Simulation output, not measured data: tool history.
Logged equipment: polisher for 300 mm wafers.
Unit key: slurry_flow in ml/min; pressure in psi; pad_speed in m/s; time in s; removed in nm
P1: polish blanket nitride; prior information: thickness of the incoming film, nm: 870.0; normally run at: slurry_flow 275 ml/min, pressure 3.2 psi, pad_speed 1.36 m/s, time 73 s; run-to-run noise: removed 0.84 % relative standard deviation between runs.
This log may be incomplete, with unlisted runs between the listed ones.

run,hour,slurry_flow,pressure,pad_speed,time,wafers polished on this pad,hours since the slurry nozzle was cleaned,hours since the head pressure was calibrated,removed
1,8.5,275,3.2,1.36,73,813,377.0,790.2,170.270
2,13.1,275,1.7,1.36,73,849,381.6,794.8,88.389
# hour 16.3: worn pad replaced by a new one
3,21.0,275,3.2,1.36,73,36,389.5,802.7,168.970
4,26.3,435,3.2,1.36,73,77,394.8,808.0,173.870
5,30.5,275,3.2,1.36,114,110,399.0,812.2,264.000
6,39.0,275,3.2,2.10,73,175,407.5,820.7,238.420
7,47.1,275,4.9,1.36,73,238,415.6,828.8,254.640
8,53.5,275,3.2,0.78,73,288,422.0,835.2,109.650
# hour 61.8: head pressure recalibrated
9,62.3,275,3.2,1.36,73,356,430.8,0.5,167.580
10,69.2,275,3.2,1.36,73,409,437.7,7.4,167.440

What will run 11 give?
11,77.1,275,3.2,1.36,73,470,445.6,15.3,?

removed: 167.180 nm
